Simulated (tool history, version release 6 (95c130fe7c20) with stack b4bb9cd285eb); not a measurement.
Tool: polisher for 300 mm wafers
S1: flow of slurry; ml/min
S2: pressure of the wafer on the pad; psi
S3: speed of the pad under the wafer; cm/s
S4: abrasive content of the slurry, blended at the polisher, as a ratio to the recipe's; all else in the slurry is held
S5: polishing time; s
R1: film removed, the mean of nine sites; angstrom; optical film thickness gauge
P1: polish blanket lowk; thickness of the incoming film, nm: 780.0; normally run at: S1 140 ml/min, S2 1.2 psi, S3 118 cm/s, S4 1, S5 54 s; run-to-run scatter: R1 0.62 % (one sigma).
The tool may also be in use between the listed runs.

Run 1, hour 12.1: S1 140 ml/min, S2 1.2 psi, S3 118 cm/s, S4 1, S5 54 s. Result: R1 158.22 angstrom.
Run 2, hour 24.6: S1 140 ml/min, S2 1.2 psi, S3 118 cm/s, S4 1, S5 54 s. Result: R1 159.28 angstrom.
Run 3, hour 33.3: S1 140 ml/min, S2 1.2 psi, S3 118 cm/s, S4 1, S5 25 s. Result: R1 73.63 angstrom.
Run 4, hour 42.3: S1 140 ml/min, S2 1.2 psi, S3 118 cm/s, S4 1, S5 54 s. Result: R1 160.18 angstrom.
Run 5, hour 50.8: S1 140 ml/min, S2 1.2 psi, S3 168 cm/s, S4 1, S5 54 s. Result: R1 211.07 angstrom.
Run 6, hour 59: S1 140 ml/min, S2 1.2 psi, S3 118 cm/s, S4 1.4, S5 54 s. Result: R1 182.23 angstrom.
Run 7, hour 67.3: S1 140 ml/min, S2 1.2 psi, S3 118 cm/s, S4 1, S5 54 s. Result: R1 158.44 angstrom.
At hour 79.2: slurry blender recalibrated.
Run 8, hour 82.4: S1 140 ml/min, S2 1.6 psi, S3 118 cm/s, S4 1, S5 54 s. Result: R1 211.49 angstrom.
Run 9, hour 96.3: S1 140 ml/min, S2 1.2 psi, S3 118 cm/s, S4 0.7, S5 54 s. Result: R1 130.36 angstrom.
Run 10, hour 113.8: S1 85 ml/min, S2 1.2 psi, S3 118 cm/s, S4 1, S5 54 s. Result: R1 142.27 angstrom.
Run 11, hour 130.4: S1 140 ml/min, S2 1.2 psi, S3 118 cm/s, S4 1, S5 54 s. Result: R1 157.56 angstrom.
At hour 137.9: slurry nozzle cleaned.
Run 12, hour 142.2: S1 140 ml/min, S2 1.2 psi, S3 118 cm/s, S4 1, S5 54 s. Result: R1 159.26 angstrom.
Run 13, hour 159.5: S1 195 ml/min, S2 1.2 psi, S3 118 cm/s, S4 1, S5 54 s. Result: R1 167.67 angstrom.
Run 14, hour 174.1: S1 140 ml/min, S2 0.6 psi, S3 118 cm/s, S4 1, S5 54 s. Result: R1 79.542 angstrom.
Run 15, hour 188.9: S1 140 ml/min, S2 1.2 psi, S3 118 cm/s, S4 1, S5 83 s. Result: R1 244.46 angstrom.
Run 16, hour 197.2: S1 220 ml/min, S2 1.2 psi, S3 174 cm/s, S4 1, S5 54 s. Result: R1 232.26 angstrom.
Run 17, hour 210.3: S1 140 ml/min, S2 1.2 psi, S3 62 cm/s, S4 1, S5 54 s. Result: R1 94.472 angstrom.
Run 18, hour 222.1: S1 140 ml/min, S2 1.2 psi, S3 118 cm/s, S4 1, S5 54 s. Result: R1 157.55 angstrom.
Run 19, hour 231.5: S1 140 ml/min, S2 1.2 psi, S3 118 cm/s, S4 1, S5 54 s. Result: R1 155.49 angstrom.
Run 20, hour 245.1: S1 140 ml/min, S2 1.2 psi, S3 118 cm/s, S4 1, S5 54 s. Result: R1 150.8 angstrom.
Run 21, hour 263: S1 140 ml/min, S2 1.2 psi, S3 118 cm/s, S4 1, S5 54 s. Result: R1 148.88 angstrom.
At hour 274.2: conditioning disc replaced and pad reconditioned.
At hour 277.5: head pressure recalibrated.
Run 22, hour 280.2: S1 140 ml/min, S2 1.2 psi, S3 118 cm/s, S4 1, S5 54 s. Result: R1 146.71 angstrom.
Run 23, hour 288.8: S1 140 ml/min, S2 1.2 psi, S3 118 cm/s, S4 1, S5 54 s. Result: R1 144.89 angstrom.
Run 24, hour 299: S1 140 ml/min, S2 1.2 psi, S3 118 cm/s, S4 1, S5 54 s. Result: R1 144.93 angstrom.
At hour 306: worn pad replaced by a new one.
Run 25, hour 313.5: S1 140 ml/min, S2 1.2 psi, S3 118 cm/s, S4 1, S5 54 s. Result: R1 144.96 angstrom.
Run 26, hour 324.1: S1 140 ml/min, S2 1.2 psi, S3 118 cm/s, S4 1, S5 54 s. Result: R1 146.23 angstrom.
Run 27, hour 337.5: S1 140 ml/min, S2 1.2 psi, S3 118 cm/s, S4 1, S5 54 s. Result: R1 145.67 angstrom.

What P1 gives has crept away from where it was. These 2 causes fit the log equally well, each at the size given:
A: abrasive missing from the slurry, % = 17.6
B: slurry flow missing at the pad, % = 33.9
The creep began at about hour 222.1.
Why every other cause is out:
removal rate lost through wear of the pad, %: serviced at hour 306, which brought nothing back
head's pressure below its setpoint, %: serviced at hour 277.5, which brought nothing back
time polished since the conditioner stopped cutting, s: serviced at hour 274.2, which brought nothing back

4 check runs are offered, each on 5 wafers whose results are averaged, their results left as question marks. Which one tells the causes apart?
Run check 1, hour 350.9: S1 140 ml/min, S2 1.2 psi, S3 166 cm/s, S4 1, S5 54 s. Result: R1 ?.
Run check 2, hour 350.9: S1 140 ml/min, S2 1.2 psi, S3 154 cm/s, S4 1, S5 36 s. Result: R1 ?.
Run check 3, hour 350.9: S1 185 ml/min, S2 1.2 psi, S3 118 cm/s, S4 1, S5 33 s. Result: R1 ?.
Run check 4, hour 350.9: S1 140 ml/min, S2 1.4 psi, S3 118 cm/s, S4 1, S5 54 s. Result: R1 ?.

What each check would give under each cause:
  check  result    if A    if B
check 1      R1   189.9  189.89
check 2      R1  119.23  119.21
check 3      R1  92.424  94.354
check 4      R1  168.62   168.6
How far apart the two closest causes lie, in the result that separates them most: check 1 0.01 %; check 2 0.01 %; check 3 2.07 %; check 4 0.01 %
Check 3 tells the causes apart: in the others they would give nearly the same result.

Check 3 was then run and gave: R1 94.921 angstrom. Which cause is it?

It is B: slurry flow missing at the pad, %.
